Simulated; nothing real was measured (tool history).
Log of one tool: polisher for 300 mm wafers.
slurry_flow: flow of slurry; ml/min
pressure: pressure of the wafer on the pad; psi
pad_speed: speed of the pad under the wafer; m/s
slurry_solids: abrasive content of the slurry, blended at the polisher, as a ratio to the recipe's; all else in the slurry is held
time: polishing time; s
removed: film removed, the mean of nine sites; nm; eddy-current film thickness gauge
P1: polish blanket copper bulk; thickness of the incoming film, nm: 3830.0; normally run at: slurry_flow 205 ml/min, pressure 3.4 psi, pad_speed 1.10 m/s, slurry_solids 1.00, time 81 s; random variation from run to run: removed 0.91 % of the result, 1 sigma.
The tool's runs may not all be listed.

run 1 day=0.362 | slurry_flow=205 pressure=3.4 pad_speed=1.10 slurry_solids=1.00 time=81 | removed=1055.60
run 2 day=0.800 | slurry_flow=205 pressure=2.3 pad_speed=1.64 slurry_solids=1.00 time=81 | removed=1070.20
run 3 day=1.308 | slurry_flow=205 pressure=3.4 pad_speed=0.78 slurry_solids=1.00 time=81 | removed=749.74
run 4 day=1.842 | slurry_flow=310 pressure=3.4 pad_speed=1.10 slurry_solids=1.00 time=81 | removed=1086.70
run 5 day=2.092 | slurry_flow=205 pressure=3.4 pad_speed=1.10 slurry_solids=1.00 time=81 | removed=1046.70
run 6 day=2.492 | slurry_flow=205 pressure=3.4 pad_speed=1.10 slurry_solids=1.00 time=110 | removed=1456.20
run 7 day=2.812 | slurry_flow=205 pressure=3.4 pad_speed=1.10 slurry_solids=1.00 time=81 | removed=1048.40
run 8 day=3.171 | slurry_flow=205 pressure=3.4 pad_speed=1.10 slurry_solids=1.00 time=59 | removed=770.42
run 9 day=3.600 | slurry_flow=205 pressure=4.3 pad_speed=1.10 slurry_solids=1.00 time=81 | removed=1356.30
run 10 day=4.062 | slurry_flow=205 pressure=3.4 pad_speed=1.66 slurry_solids=1.00 time=81 | removed=1583.60
run 11 day=4.529 | slurry_flow=130 pressure=3.4 pad_speed=1.10 slurry_solids=1.00 time=81 | removed=972.68
run 12 day=5.021 | slurry_flow=205 pressure=3.4 pad_speed=1.10 slurry_solids=1.50 time=81 | removed=1161.50
run 13 day=5.388 | slurry_flow=205 pressure=1.5 pad_speed=1.10 slurry_solids=1.00 time=81 | removed=458.48
run 14 day=5.825 | slurry_flow=205 pressure=3.4 pad_speed=1.10 slurry_solids=0.75 time=81 | removed=985.07
run 15 day=6.079 | slurry_flow=205 pressure=3.4 pad_speed=1.10 slurry_solids=1.00 time=81 | removed=1035.60
run 16 day=6.575 | slurry_flow=205 pressure=3.4 pad_speed=1.10 slurry_solids=1.00 time=81 | removed=1077.20
run 17 day=7.150 | slurry_flow=205 pressure=3.4 pad_speed=1.10 slurry_solids=1.00 time=81 | removed=1022.80
run 18 day=7.417 | slurry_flow=205 pressure=3.4 pad_speed=1.10 slurry_solids=1.00 time=81 | removed=1008.10
run 19 day=7.671 | slurry_flow=205 pressure=3.4 pad_speed=1.10 slurry_solids=1.00 time=81 | removed=995.74
-- day=7.779 slurry blender recalibrated
run 20 day=7.979 | slurry_flow=205 pressure=3.4 pad_speed=1.10 slurry_solids=1.00 time=81 | removed=977.76
run 21 day=8.250 | slurry_flow=205 pressure=3.4 pad_speed=1.10 slurry_solids=1.00 time=81 | removed=995.93

The next listed run, before its measurement:
-- day=8.417 worn pad replaced by a new one
run 22 day=8.612 | slurry_flow=205 pressure=3.4 pad_speed=1.10 slurry_solids=1.00 time=81 | removed=?

Run 22 gave removed 987.47 nm.
